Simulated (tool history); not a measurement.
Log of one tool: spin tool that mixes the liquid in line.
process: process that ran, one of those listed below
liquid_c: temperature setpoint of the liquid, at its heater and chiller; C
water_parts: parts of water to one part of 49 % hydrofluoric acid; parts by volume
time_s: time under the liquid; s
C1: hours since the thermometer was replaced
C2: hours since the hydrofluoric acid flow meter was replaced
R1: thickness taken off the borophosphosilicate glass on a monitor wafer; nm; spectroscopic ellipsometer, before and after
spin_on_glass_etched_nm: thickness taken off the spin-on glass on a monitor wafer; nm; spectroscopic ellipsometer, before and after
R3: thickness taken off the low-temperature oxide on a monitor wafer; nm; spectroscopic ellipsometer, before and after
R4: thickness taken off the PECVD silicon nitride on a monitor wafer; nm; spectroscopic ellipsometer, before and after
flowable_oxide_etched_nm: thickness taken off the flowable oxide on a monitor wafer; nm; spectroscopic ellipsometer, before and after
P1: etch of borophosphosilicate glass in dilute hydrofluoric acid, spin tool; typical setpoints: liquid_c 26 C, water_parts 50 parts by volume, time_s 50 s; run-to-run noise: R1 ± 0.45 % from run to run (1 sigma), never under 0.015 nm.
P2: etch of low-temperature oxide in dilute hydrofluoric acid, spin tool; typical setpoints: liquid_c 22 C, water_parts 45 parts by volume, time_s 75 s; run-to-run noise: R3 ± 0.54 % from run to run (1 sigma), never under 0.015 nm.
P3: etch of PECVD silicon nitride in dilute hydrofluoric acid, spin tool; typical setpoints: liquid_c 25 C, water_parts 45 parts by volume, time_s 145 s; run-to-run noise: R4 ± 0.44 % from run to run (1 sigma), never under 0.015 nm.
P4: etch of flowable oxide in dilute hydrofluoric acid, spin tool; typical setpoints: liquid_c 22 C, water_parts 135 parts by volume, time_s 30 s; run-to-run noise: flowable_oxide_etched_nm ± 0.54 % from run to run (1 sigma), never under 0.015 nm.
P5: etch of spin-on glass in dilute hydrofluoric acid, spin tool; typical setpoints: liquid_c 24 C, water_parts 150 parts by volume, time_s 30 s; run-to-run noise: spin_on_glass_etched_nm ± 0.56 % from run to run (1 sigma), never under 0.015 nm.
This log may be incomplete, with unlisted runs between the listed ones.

Run 1, day 0.208: process P1, liquid_c 26 C, water_parts 50 parts by volume, time_s 50 s; C1 680; C2 1197.4. Result: R1 43.417 nm.
Run 2, day 0.442: process P1, liquid_c 26 C, water_parts 50 parts by volume, time_s 50 s; C1 685.6; C2 1203. Result: R1 43.448 nm.
Run 3, day 0.825: process P1, liquid_c 26 C, water_parts 50 parts by volume, time_s 50 s; C1 694.8; C2 1212.2. Result: R1 43.952 nm.
Run 4, day 1.142: process P5, liquid_c 24 C, water_parts 150 parts by volume, time_s 15 s; C1 702.4; C2 1219.8. Result: spin_on_glass_etched_nm 4.3953 nm.
Run 5, day 1.462: process P2, liquid_c 22 C, water_parts 65 parts by volume, time_s 75 s; C1 710.1; C2 1227.5. Result: R3 26.886 nm.
Run 6, day 1.788: process P3, liquid_c 25 C, water_parts 45 parts by volume, time_s 145 s; C1 717.9; C2 1235.3. Result: R4 6.6189 nm.
Run 7, day 2.075: process P2, liquid_c 29 C, water_parts 45 parts by volume, time_s 75 s; C1 724.8; C2 1242.2. Result: R3 53.23 nm.
Run 8, day 2.288: process P4, liquid_c 22 C, water_parts 135 parts by volume, time_s 60 s; C1 729.9; C2 1247.3. Result: flowable_oxide_etched_nm 14.078 nm.
Run 9, day 2.554: process P1, liquid_c 30 C, water_parts 50 parts by volume, time_s 50 s; C1 736.3; C2 1253.7. Result: R1 51.106 nm.
Run 10, day 2.867: process P4, liquid_c 22 C, water_parts 135 parts by volume, time_s 30 s; C1 743.8; C2 1261.2. Result: flowable_oxide_etched_nm 7.1734 nm.
Run 11, day 3.062: process P3, liquid_c 25 C, water_parts 45 parts by volume, time_s 145 s; C1 748.5; C2 1265.9. Result: R4 6.6811 nm.
Run 12, day 3.238: process P5, liquid_c 24 C, water_parts 235 parts by volume, time_s 30 s; C1 752.7; C2 1270.1. Result: spin_on_glass_etched_nm 5.0623 nm.
Run 13, day 3.562: process P5, liquid_c 24 C, water_parts 150 parts by volume, time_s 30 s; C1 760.5; C2 1277.9. Result: spin_on_glass_etched_nm 8.8466 nm.
Run 14, day 3.858: process P1, liquid_c 26 C, water_parts 20 parts by volume, time_s 50 s; C1 767.6; C2 1285. Result: R1 113.66 nm.
Run 15, day 4.046: process P1, liquid_c 26 C, water_parts 90 parts by volume, time_s 50 s; C1 772.1; C2 1289.5. Result: R1 22.789 nm.
Run 16, day 4.254: process P2, liquid_c 22 C, water_parts 45 parts by volume, time_s 75 s; C1 777.1; C2 1294.5. Result: R3 39.644 nm.
Run 17, day 4.512: process P1, liquid_c 26 C, water_parts 50 parts by volume, time_s 15 s; C1 783.3; C2 1300.7. Result: R1 13.023 nm.
Run 18, day 4.704: process P4, liquid_c 26.5 C, water_parts 135 parts by volume, time_s 30 s; C1 787.9; C2 1305.3. Result: flowable_oxide_etched_nm 8.4809 nm.
Run 19, day 5.071: process P1, liquid_c 26 C, water_parts 50 parts by volume, time_s 80 s; C1 796.7; C2 1314.1. Result: R1 69.844 nm.
Run 20, day 5.379: process P3, liquid_c 18 C, water_parts 45 parts by volume, time_s 145 s; C1 804.1; C2 1321.5. Result: R4 4.0636 nm.
Run 21, day 5.604: process P1, liquid_c 18 C, water_parts 50 parts by volume, time_s 50 s; C1 809.5; C2 1326.9. Result: R1 31.044 nm.
Run 22, day 5.829: process P1, liquid_c 26 C, water_parts 50 parts by volume, time_s 50 s; C1 814.9; C2 1332.3. Result: R1 43.532 nm.
Run 23, day 6.104: process P3, liquid_c 25 C, water_parts 75 parts by volume, time_s 145 s; C1 821.5; C2 1338.9. Result: R4 4.0424 nm.
Run 24, day 6.371: process P1, liquid_c 26 C, water_parts 50 parts by volume, time_s 50 s; C1 827.9; C2 1345.3. Result: R1 43.794 nm.
At day 6.479: thermometer replaced.
Run 25, day 6.571: process P2, liquid_c 22 C, water_parts 45 parts by volume, time_s 15 s; C1 2.3; C2 1350.1. Result: R3 7.9256 nm.
Run 26, day 6.921: process P3, liquid_c 25 C, water_parts 45 parts by volume, time_s 35 s; C1 10.7; C2 1358.5. Result: R4 1.6128 nm.
Run 27, day 7.125: process P2, liquid_c 22 C, water_parts 45 parts by volume, time_s 75 s; C1 15.6; C2 1363.4. Result: R3 39.831 nm.
Run 28, day 7.383: process P4, liquid_c 22 C, water_parts 235 parts by volume, time_s 30 s; C1 21.8; C2 1369.6. Result: flowable_oxide_etched_nm 3.6722 nm.
Run 29, day 7.646: process P5, liquid_c 30.5 C, water_parts 150 parts by volume, time_s 30 s; C1 28.1; C2 1375.9. Result: spin_on_glass_etched_nm 11.209 nm.
Run 30, day 8.008: process P1, liquid_c 31 C, water_parts 70 parts by volume, time_s 50 s; C1 36.8; C2 1384.6. Result: R1 36.482 nm.
Run 31, day 8.362: process P1, liquid_c 26 C, water_parts 50 parts by volume, time_s 50 s; C1 45.3; C2 1393.1. Result: R1 43.633 nm.
Run 32, day 8.658: process P1, liquid_c 26 C, water_parts 50 parts by volume, time_s 50 s; C1 52.4; C2 1400.2. Result: R1 44.392 nm.
Run 33, day 8.842: process P1, liquid_c 26 C, water_parts 50 parts by volume, time_s 50 s; C1 56.8; C2 1404.6. Result: R1 45.213 nm.
Run 34, day 9.167: process P1, liquid_c 26 C, water_parts 50 parts by volume, time_s 50 s; C1 64.6; C2 1412.4. Result: R1 45.769 nm.
Run 35, day 9.358: process P1, liquid_c 26 C, water_parts 50 parts by volume, time_s 50 s; C1 69.2; C2 1417. Result: R1 46.425 nm.
Run 36, day 9.675: process P1, liquid_c 26 C, water_parts 50 parts by volume, time_s 50 s; C1 76.8; C2 1424.6. Result: R1 46.479 nm.
Run 37, day 10.042: process P1, liquid_c 26 C, water_parts 50 parts by volume, time_s 50 s; C1 85.6; C2 1433.4. Result: R1 46.041 nm.
Run 38, day 10.396: process P1, liquid_c 26 C, water_parts 50 parts by volume, time_s 50 s; C1 94.1; C2 1441.9. Result: R1 46.35 nm.

What P1 gives has crept off from where it sat before. The 2 causes that follow fit the log equally well, each at the size noted:
A: liquid hotter than its thermometer reads (K) = 1.54
B: hydrofluoric acid flow above the setpoint (%) = 5.97
The onset of the drift is placed at about day 8.362.

Below are 4 check runs, each on a single wafer, with their results shown as question marks. Which of them would tell the listed causes apart, meaning the causes would give clearly different results under it?
Run check 1, day 10.75: process P3, liquid_c 25 C, water_parts 45 parts by volume, time_s 145 s. Result: R4 ?.
Run check 2, day 10.75: process P2, liquid_c 22 C, water_parts 45 parts by volume, time_s 75 s. Result: R3 ?.
Run check 3, day 10.75: process P5, liquid_c 24 C, water_parts 150 parts by volume, time_s 30 s. Result: spin_on_glass_etched_nm ?.
Run check 4, day 10.75: process P4, liquid_c 22 C, water_parts 135 parts by volume, time_s 30 s. Result: flowable_oxide_etched_nm ?.

Predicted outcomes, by check and by cause:
  check                    result    if A    if B
check 1                        R4  7.3193  6.9905
check 2                        R3   42.35  42.226
check 3   spin_on_glass_etched_nm  9.3584  9.4457
check 4  flowable_oxide_etched_nm  7.5408  7.5886
Per-check spread between the two closest causes, in the result where they differ most: check 1 4.6 %; check 2 0.29 %; check 3 0.93 %; check 4 0.63 %
Only in check 1 would the causes give clearly different results; in the remaining checks their results would be nearly the same.

Check 1 was carried out, with these results: R4 6.9988 nm. Which of the listed causes is responsible?

It was cause B: hydrofluoric acid flow above the setpoint (%).
